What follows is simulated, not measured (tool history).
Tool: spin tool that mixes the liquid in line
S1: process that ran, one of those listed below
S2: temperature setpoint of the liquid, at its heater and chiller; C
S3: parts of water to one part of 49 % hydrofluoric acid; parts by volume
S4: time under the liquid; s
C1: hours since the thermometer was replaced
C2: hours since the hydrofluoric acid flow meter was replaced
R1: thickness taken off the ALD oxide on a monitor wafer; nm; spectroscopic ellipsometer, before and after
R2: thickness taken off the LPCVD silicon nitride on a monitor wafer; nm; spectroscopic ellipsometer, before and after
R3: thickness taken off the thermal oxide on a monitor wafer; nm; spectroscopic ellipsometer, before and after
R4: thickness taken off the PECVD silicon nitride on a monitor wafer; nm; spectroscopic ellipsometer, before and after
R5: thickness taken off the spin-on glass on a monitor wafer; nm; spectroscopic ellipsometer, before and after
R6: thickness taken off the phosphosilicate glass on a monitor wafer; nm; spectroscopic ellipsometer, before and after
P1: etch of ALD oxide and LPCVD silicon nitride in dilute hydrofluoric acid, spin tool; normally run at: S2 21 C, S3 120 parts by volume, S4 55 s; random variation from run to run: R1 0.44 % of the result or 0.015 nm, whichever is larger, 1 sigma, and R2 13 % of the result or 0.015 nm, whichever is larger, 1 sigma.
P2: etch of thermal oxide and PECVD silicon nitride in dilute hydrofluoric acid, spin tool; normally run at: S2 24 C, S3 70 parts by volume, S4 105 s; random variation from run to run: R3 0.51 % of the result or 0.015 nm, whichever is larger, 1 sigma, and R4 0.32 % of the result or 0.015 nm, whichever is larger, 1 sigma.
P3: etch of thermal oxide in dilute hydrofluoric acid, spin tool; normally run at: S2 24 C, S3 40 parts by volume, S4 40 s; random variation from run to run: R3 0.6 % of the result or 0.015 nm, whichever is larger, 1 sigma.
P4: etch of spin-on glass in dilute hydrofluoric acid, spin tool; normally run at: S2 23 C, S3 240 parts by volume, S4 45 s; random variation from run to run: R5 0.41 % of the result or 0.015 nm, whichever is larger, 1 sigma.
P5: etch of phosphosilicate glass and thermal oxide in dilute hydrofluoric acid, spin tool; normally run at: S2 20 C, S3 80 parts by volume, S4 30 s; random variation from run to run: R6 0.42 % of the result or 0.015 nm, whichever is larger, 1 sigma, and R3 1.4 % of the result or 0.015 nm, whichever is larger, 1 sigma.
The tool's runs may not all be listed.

Run 1, hour 6.8: S1 P1, S2 21 C, S3 120 parts by volume, S4 55 s; C1 2176.9; C2 771.2. Result: R1 5.4639 nm, R2 0.19547 nm.
Run 2, hour 16.7: S1 P2, S2 19.5 C, S3 70 parts by volume, S4 105 s; C1 2186.8; C2 781.1. Result: R3 6.3018 nm, R4 6.184 nm.
Run 3, hour 22: S1 P3, S2 24 C, S3 20 parts by volume, S4 40 s; C1 2192.1; C2 786.4. Result: R3 10.713 nm.
Run 4, hour 33.3: S1 P1, S2 24.5 C, S3 80 parts by volume, S4 55 s; C1 2203.4; C2 797.7. Result: R1 9.9055 nm, R2 0.39684 nm.
Run 5, hour 44.2: S1 P4, S2 23 C, S3 45 parts by volume, S4 45 s; C1 2214.3; C2 808.6. Result: R5 40.572 nm.
Run 6, hour 49.5: S1 P1, S2 21 C, S3 120 parts by volume, S4 55 s; C1 2219.6; C2 813.9. Result: R1 5.4718 nm, R2 0.22608 nm.
Run 7, hour 56.7: S1 P5, S2 17 C, S3 80 parts by volume, S4 30 s; C1 2226.8; C2 821.1. Result: R3 1.5104 nm, R6 38.248 nm.
Run 8, hour 67.8: S1 P5, S2 20 C, S3 80 parts by volume, S4 60 s; C1 2237.9; C2 832.2. Result: R3 3.32 nm, R6 86.806 nm.
Run 9, hour 74.8: S1 P1, S2 21 C, S3 120 parts by volume, S4 80 s; C1 2244.9; C2 839.2. Result: R1 7.9398 nm, R2 0.27681 nm.
Run 10, hour 81.6: S1 P4, S2 23 C, S3 240 parts by volume, S4 45 s; C1 2251.7; C2 846. Result: R5 6.0407 nm.
Run 11, hour 88: S1 P5, S2 20 C, S3 140 parts by volume, S4 30 s; C1 2258.1; C2 852.4. Result: R3 0.87295 nm, R6 22.947 nm.
Run 12, hour 97.5: S1 P1, S2 21 C, S3 25 parts by volume, S4 55 s; C1 2267.6; C2 861.9. Result: R1 29.411 nm, R2 0.8316 nm.
Run 13, hour 103.2: S1 P2, S2 24 C, S3 20 parts by volume, S4 105 s; C1 2273.3; C2 867.6. Result: R3 28.313 nm, R4 28.557 nm.
Run 14, hour 113.4: S1 P5, S2 20 C, S3 80 parts by volume, S4 30 s; C1 2283.5; C2 877.8. Result: R3 1.744 nm, R6 43.323 nm.
Run 15, hour 119.2: S1 P1, S2 17 C, S3 120 parts by volume, S4 55 s; C1 2289.3; C2 883.6. Result: R1 4.6661 nm, R2 0.15523 nm.
Run 16, hour 129.5: S1 P4, S2 17.5 C, S3 240 parts by volume, S4 45 s; C1 2299.6; C2 893.9. Result: R5 4.9433 nm.
Run 17, hour 138.1: S1 P1, S2 21 C, S3 120 parts by volume, S4 55 s; C1 2308.2; C2 902.5. Result: R1 5.488 nm, R2 0.17148 nm.
Run 18, hour 145: S1 P3, S2 19 C, S3 40 parts by volume, S4 40 s; C1 2315.1; C2 909.4. Result: R3 4.196 nm.
Run 19, hour 150.3: S1 P3, S2 24 C, S3 40 parts by volume, S4 40 s; C1 2320.4; C2 914.7. Result: R3 5.21 nm.
Run 20, hour 155.4: S1 P2, S2 24 C, S3 70 parts by volume, S4 105 s; C1 2325.5; C2 919.8. Result: R3 7.5579 nm, R4 8.4726 nm.
Run 21, hour 163.9: S1 P1, S2 21 C, S3 120 parts by volume, S4 30 s; C1 2334; C2 928.3. Result: R1 2.9862 nm, R2 0.12449 nm.
Run 22, hour 172.4: S1 P1, S2 26 C, S3 120 parts by volume, S4 55 s; C1 2342.5; C2 936.8. Result: R1 6.608 nm, R2 0.28009 nm.
Run 23, hour 178.7: S1 P4, S2 23 C, S3 240 parts by volume, S4 45 s; C1 2348.8; C2 943.1. Result: R5 6.048 nm.
Run 24, hour 190.3: S1 P3, S2 24 C, S3 40 parts by volume, S4 15 s; C1 2360.4; C2 954.7. Result: R3 1.9363 nm.
Run 25, hour 201.7: S1 P2, S2 24 C, S3 70 parts by volume, S4 180 s; C1 2371.8; C2 966.1. Result: R3 12.974 nm, R4 14.53 nm.
Run 26, hour 212.9: S1 P1, S2 21 C, S3 120 parts by volume, S4 55 s; C1 2383; C2 977.3. Result: R1 5.4645 nm, R2 0.16069 nm.
Run 27, hour 221.6: S1 P1, S2 27.5 C, S3 30 parts by volume, S4 55 s; C1 2391.7; C2 986. Result: R1 31.828 nm, R2 1.1812 nm.
Run 28, hour 231.2: S1 P4, S2 23 C, S3 240 parts by volume, S4 75 s; C1 2401.3; C2 995.6. Result: R5 10.139 nm.
Run 29, hour 242.1: S1 P1, S2 21 C, S3 120 parts by volume, S4 55 s; C1 2412.2; C2 1006.5. Result: R1 5.4997 nm, R2 0.20124 nm.
Run 30, hour 248: S1 P2, S2 24 C, S3 70 parts by volume, S4 105 s; C1 2418.1; C2 1012.4. Result: R3 7.5281 nm, R4 8.4795 nm.
Run 31, hour 254.1: S1 P1, S2 21 C, S3 120 parts by volume, S4 55 s; C1 2424.2; C2 1018.5. Result: R1 5.4243 nm, R2 0.20387 nm.
Run 32, hour 263: S1 P1, S2 25.5 C, S3 35 parts by volume, S4 55 s; C1 2433.1; C2 1027.4. Result: R1 24.906 nm, R2 0.9935 nm.
Run 33, hour 268.6: S1 P1, S2 21 C, S3 200 parts by volume, S4 55 s; C1 2438.7; C2 1033. Result: R1 2.9689 nm, R2 0.14112 nm.
Run 34, hour 273.6: S1 P1, S2 21 C, S3 120 parts by volume, S4 55 s; C1 2443.7; C2 1038. Result: R1 5.4438 nm, R2 0.20532 nm.
Run 35, hour 283.7: S1 P1, S2 21 C, S3 120 parts by volume, S4 55 s; C1 2453.8; C2 1048.1. Result: R1 5.5766 nm, R2 0.18118 nm.
Run 36, hour 294.4: S1 P1, S2 21 C, S3 120 parts by volume, S4 55 s; C1 2464.5; C2 1058.8. Result: R1 5.696 nm, R2 0.19625 nm.
Run 37, hour 301.3: S1 P1, S2 21 C, S3 120 parts by volume, S4 55 s; C1 2471.4; C2 1065.7. Result: R1 5.7901 nm, R2 0.18731 nm.
Run 38, hour 306.9: S1 P1, S2 21 C, S3 120 parts by volume, S4 55 s; C1 2477; C2 1071.3. Result: R1 5.7467 nm, R2 0.1918 nm.
Run 39, hour 316.4: S1 P1, S2 21 C, S3 120 parts by volume, S4 55 s; C1 2486.5; C2 1080.8. Result: R1 5.8395 nm, R2 0.16411 nm.
Run 40, hour 322.2: S1 P1, S2 21 C, S3 120 parts by volume, S4 55 s; C1 2492.3; C2 1086.6. Result: R1 5.8048 nm, R2 0.22022 nm.
Run 41, hour 331.9: S1 P1, S2 21 C, S3 120 parts by volume, S4 55 s; C1 2502; C2 1096.3. Result: R1 5.8608 nm, R2 0.23639 nm.
Run 42, hour 342.6: S1 P1, S2 21 C, S3 120 parts by volume, S4 55 s; C1 2512.7; C2 1107. Result: R1 5.9495 nm, R2 0.22102 nm.
Run 43, hour 348.6: S1 P1, S2 21 C, S3 120 parts by volume, S4 55 s; C1 2518.7; C2 1113. Result: R1 5.9047 nm, R2 0.19358 nm.
Run 44, hour 359.4: S1 P1, S2 21 C, S3 120 parts by volume, S4 55 s; C1 2529.5; C2 1123.8. Result: R1 5.9228 nm, R2 0.23179 nm.
Run 45, hour 370.6: S1 P1, S2 21 C, S3 120 parts by volume, S4 55 s; C1 2540.7; C2 1135. Result: R1 5.905 nm, R2 0.16659 nm.

What P1 gives has crept away from where it was. These 2 causes fit the log equally well, each at the size given:
A: hydrofluoric acid flow above the setpoint (%) = 6.79
B: liquid hotter than its thermometer reads (K) = 1.87
The creep began at about hour 273.6.

4 check runs are offered, one wafer each, their results left as question marks. Which one tells the causes apart?
Run check 1, hour 381.8: S1 P4, S2 23 C, S3 50 parts by volume, S4 70 s. Result: R5 ?.
Run check 2, hour 381.8: S1 P3, S2 24 C, S3 20 parts by volume, S4 25 s. Result: R3 ?.
Run check 3, hour 381.8: S1 P2, S2 24 C, S3 20 parts by volume, S4 105 s. Result: R3 ?, R4 ?.
Run check 4, hour 381.8: S1 P5, S2 20 C, S3 115 parts by volume, S4 50 s. Result: R3 ?, R6 ?.

What each check would give under each cause:
  check  result    if A    if B
check 1      R5  60.242  60.675
check 2      R3  7.1273  7.2068
check 3      R3  30.278  30.615
check 3      R4  30.319  32.354
check 4      R3  2.0186  2.0221
check 4      R6  51.991   52.08
How far apart the two closest causes lie, in the result that separates them most: check 1 0.72 %; check 2 1.11 %; check 3 6.5 %; check 4 0.17 %
Only check 3 tells the causes apart: in the others they would give nearly the same result.

Then check 3 was run and gave: R3 30.159 nm; R4 30.296 nm. Which cause is it?

It is A: hydrofluoric acid flow above the setpoint (%).

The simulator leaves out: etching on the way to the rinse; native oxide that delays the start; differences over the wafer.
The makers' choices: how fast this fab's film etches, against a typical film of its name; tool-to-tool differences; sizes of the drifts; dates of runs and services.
